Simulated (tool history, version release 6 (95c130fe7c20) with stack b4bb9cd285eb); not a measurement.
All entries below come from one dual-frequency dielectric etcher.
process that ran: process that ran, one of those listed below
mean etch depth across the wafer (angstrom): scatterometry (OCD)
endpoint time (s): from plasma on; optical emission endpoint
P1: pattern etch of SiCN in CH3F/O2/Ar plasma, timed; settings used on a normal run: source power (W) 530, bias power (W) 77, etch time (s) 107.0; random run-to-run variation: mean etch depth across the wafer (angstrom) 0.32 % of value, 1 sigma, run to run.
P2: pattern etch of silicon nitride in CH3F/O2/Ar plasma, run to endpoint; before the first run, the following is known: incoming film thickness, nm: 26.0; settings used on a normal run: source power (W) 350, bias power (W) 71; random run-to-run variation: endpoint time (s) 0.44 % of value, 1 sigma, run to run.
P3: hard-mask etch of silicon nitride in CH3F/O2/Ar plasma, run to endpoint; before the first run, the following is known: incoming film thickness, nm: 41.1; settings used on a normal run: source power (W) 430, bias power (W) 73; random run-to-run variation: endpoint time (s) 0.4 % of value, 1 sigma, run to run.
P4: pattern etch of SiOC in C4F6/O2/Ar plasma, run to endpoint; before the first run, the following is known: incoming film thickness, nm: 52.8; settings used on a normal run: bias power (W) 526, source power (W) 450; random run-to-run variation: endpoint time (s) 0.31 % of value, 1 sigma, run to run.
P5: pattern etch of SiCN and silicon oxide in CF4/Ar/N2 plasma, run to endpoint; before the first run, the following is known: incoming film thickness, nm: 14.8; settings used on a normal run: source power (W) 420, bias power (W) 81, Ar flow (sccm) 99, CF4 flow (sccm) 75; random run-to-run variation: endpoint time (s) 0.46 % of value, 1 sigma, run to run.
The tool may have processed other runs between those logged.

run,hour,process that ran,source power (W),bias power (W),etch time (s),Ar flow (sccm),CF4 flow (sccm),hours since the last wet clean,hours since the last source power generator calibration,hours since the last bias power generator calibration,mean etch depth across the wafer (angstrom),endpoint time (s)
1,10.1,P1,530,77,107.0,,,437.5,1405.6,1174.9,456.98,
2,15.3,P2,480,71,,,,442.7,1410.8,1180.1,,35.023
3,21.5,P1,530,77,107.0,,,448.9,1417.0,1186.3,459.72,
4,33.3,P5,420,81,,99,49,460.7,1428.8,1198.1,,18.344
5,42.6,P3,560,73,,,,470.0,1438.1,1207.4,,52.243
6,50.3,P2,350,71,,,,477.7,1445.8,1215.1,,39.167
7,56.0,P2,350,50,,,,483.4,1451.5,1220.8,,44.119
8,64.3,P1,530,51,107.0,,,491.7,1459.8,1229.1,398.43,
9,70.4,P1,530,104,107.0,,,497.8,1465.9,1235.2,510.99,
10,79.7,P4,450,526,,,,507.1,1475.2,1244.5,,16.249
11,91.1,P1,530,77,107.0,,,518.5,1486.6,1255.9,457.14,
12,97.3,P1,440,77,64.0,,,524.7,1492.8,1262.1,254.98,
13,109.2,P1,530,77,156.0,,,536.6,1504.7,1274.0,671.17,
14,120.5,P1,390,77,78.5,,,547.9,1516.0,1285.3,299.32,
15,129.2,P5,420,49,,99,75,556.6,1524.7,1294.0,,20.334
16,136.1,P5,420,81,,99,75,563.5,1531.6,1300.9,,17.364
17,147.3,P5,420,81,,72,75,574.7,1542.8,1312.1,,16.721
18,157.8,P2,350,71,,,,585.2,1553.3,1322.6,,39.405
19,166.6,P1,330,77,107.0,,,594.0,1562.1,1331.4,382.47,
20,177.2,P4,450,526,,,,604.6,1572.7,1342.0,,16.337
21,188.0,P1,690,77,107.0,,,615.4,1583.5,1352.8,505.85,
22,199.2,P3,430,73,,,,626.6,1594.7,1364.0,,58.136
23,208.1,P4,450,740,,,,635.5,1603.6,1372.9,,14.364
24,219.1,P4,300,526,,,,646.5,1614.6,1383.9,,18.903
25,225.5,P1,530,77,59.0,,,652.9,1621.0,1390.3,252.13,
26,232.5,P3,430,103,,,,659.9,1628.0,1397.3,,51.301
27,238.2,P1,530,77,107.0,,,665.6,1633.7,1403.0,457.62,
28,244.7,P5,270,81,,99,75,672.1,1640.2,1409.5,,25.433
29,250.6,P1,530,77,107.0,,,678.0,1646.1,1415.4,458.34,
30,255.8,P1,530,77,107.0,,,683.2,1651.3,1420.6,457.93,
31,262.8,P1,530,77,107.0,,,690.2,1658.3,1427.6,453.19,
32,269.9,P1,530,77,107.0,,,697.3,1665.4,1434.7,453.02,
33,277.0,P1,530,77,107.0,,,704.4,1672.5,1441.8,452.14,
# hour 281.4: wet clean of the chamber
34,287.1,P1,530,77,107.0,,,5.7,1682.6,1451.9,452.36,
35,293.5,P1,530,77,107.0,,,12.1,1689.0,1458.3,452.43,
36,302.2,P1,530,77,107.0,,,20.8,1697.7,1467.0,447.26,
37,310.2,P1,530,77,107.0,,,28.8,1705.7,1475.0,451.62,

P1 has crept away from where it was. The log is fitted equally well by each of these 2 causes, at the sizes shown:
A: bias power that arrives under what is set, % = 4.53
B: source power that arrives under what is set, % = 4.21
The drift started at roughly hour 255.8.
Every other cause this tool's parts could produce, and why it does not fit the log:
chamber walls in a state that lowers the etch rate, %: serviced at hour 281.4, which brought nothing back

Which of the 4 check runs listed below, each an average over 3 wafers with its results shown as question marks, gives clearly different results under the different listed causes?
check 1,318.2,P4,450,526,,,,,,,,?
check 2,318.2,P2,350,71,,,,,,,,?
check 3,318.2,P5,420,81,,99,75,,,,,?
check 4,318.2,P3,430,73,,,,,,,,?

Expected result of each check under each candidate cause:
check,result,if A,if B
check 1,endpoint time (s),16.618,16.594
check 2,endpoint time (s),39.924,39.938
check 3,endpoint time (s),17.577,17.968
check 4,endpoint time (s),59.105,59.138
Per check, the gap between the least separated pair of causes, taken in the result that splits them most: check 1 0.14 %; check 2 0.04 %; check 3 2.2 %; check 4 0.06 %
Only in check 3 would the causes give clearly different results; in the remaining checks their results would be nearly the same.

Then check 3 was run and gave: endpoint time (s) 17.962. Which cause is it?

Of the candidate causes, it is B: source power that arrives under what is set, %.
